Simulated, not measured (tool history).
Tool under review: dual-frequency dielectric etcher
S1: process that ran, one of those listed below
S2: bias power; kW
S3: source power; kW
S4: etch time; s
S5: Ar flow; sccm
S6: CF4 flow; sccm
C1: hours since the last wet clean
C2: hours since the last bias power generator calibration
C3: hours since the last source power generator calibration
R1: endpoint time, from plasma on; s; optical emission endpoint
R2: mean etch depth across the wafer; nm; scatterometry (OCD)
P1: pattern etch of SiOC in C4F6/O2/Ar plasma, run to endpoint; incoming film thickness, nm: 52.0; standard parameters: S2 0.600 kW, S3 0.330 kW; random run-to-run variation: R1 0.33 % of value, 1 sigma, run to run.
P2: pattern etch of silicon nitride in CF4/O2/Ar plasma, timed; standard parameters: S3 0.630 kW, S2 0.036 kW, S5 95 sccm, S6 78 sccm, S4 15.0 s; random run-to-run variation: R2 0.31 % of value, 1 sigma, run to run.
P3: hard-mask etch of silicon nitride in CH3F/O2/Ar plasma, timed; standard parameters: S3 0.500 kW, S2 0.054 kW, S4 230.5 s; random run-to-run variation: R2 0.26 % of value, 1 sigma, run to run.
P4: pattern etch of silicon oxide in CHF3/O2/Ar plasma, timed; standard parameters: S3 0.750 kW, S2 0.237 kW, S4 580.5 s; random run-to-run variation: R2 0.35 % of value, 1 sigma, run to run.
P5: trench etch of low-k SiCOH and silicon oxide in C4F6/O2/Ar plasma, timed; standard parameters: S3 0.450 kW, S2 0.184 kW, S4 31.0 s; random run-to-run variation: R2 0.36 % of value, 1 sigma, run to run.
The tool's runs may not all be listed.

run,day,S1,S2,S3,S4,S5,S6,C1,C2,C3,R1,R2
1,0.188,P1,0.600,0.330,,,,129.5,2381.1,538.7,18.354,
2,0.292,P4,0.237,0.490,580.5,,,132.0,2383.6,541.2,,1153.700
3,0.408,P4,0.315,0.750,580.5,,,134.8,2386.4,544.0,,1496.800
4,0.596,P1,0.503,0.440,,,,139.3,2390.9,548.5,17.541,
5,0.696,P1,0.600,0.270,,,,141.7,2393.3,550.9,19.587,
6,0.792,P1,0.600,0.330,,,,144.0,2395.6,553.2,18.221,
7,0.912,P2,0.036,0.630,15.0,95,108,146.9,2398.5,556.1,,32.147
8,0.996,P1,0.600,0.330,,,,148.9,2400.5,558.1,18.296,
9,1.112,P2,0.036,0.370,15.0,95,78,151.7,2403.3,560.9,,19.250
10,1.238,P4,0.237,0.750,811.5,,,154.7,2406.3,563.9,,1888.200
11,1.404,P3,0.054,0.630,230.5,,,158.7,2410.3,567.9,,177.000
12,1.488,P1,0.600,0.330,,,,160.7,2412.3,569.9,18.127,
13,1.679,P2,0.027,0.630,15.0,95,78,165.3,2416.9,574.5,,27.858
14,1.850,P2,0.036,0.630,15.0,95,78,169.4,2421.0,578.6,,30.491
15,2.008,P1,0.367,0.210,,,,173.2,2424.8,582.4,25.931,
16,2.192,P2,0.036,0.630,15.0,75,78,177.6,2429.2,586.8,,31.748
17,2.342,P5,0.184,0.450,31.0,,,181.2,2432.8,590.4,,100.240
18,2.512,P1,0.600,0.330,,,,185.3,2436.9,594.5,18.197,
19,2.600,P2,0.036,0.630,18.5,95,78,187.4,2439.0,596.6,,37.846
20,2.712,P3,0.054,0.500,143.5,,,190.1,2441.7,599.3,,100.440
21,2.812,P5,0.260,0.450,31.0,,,192.5,2444.1,601.7,,113.050

Expected results for the next run?
22,2.921,P5,0.184,0.370,31.0,,,195.1,2446.7,604.3,,?

R2: 92.999 nm
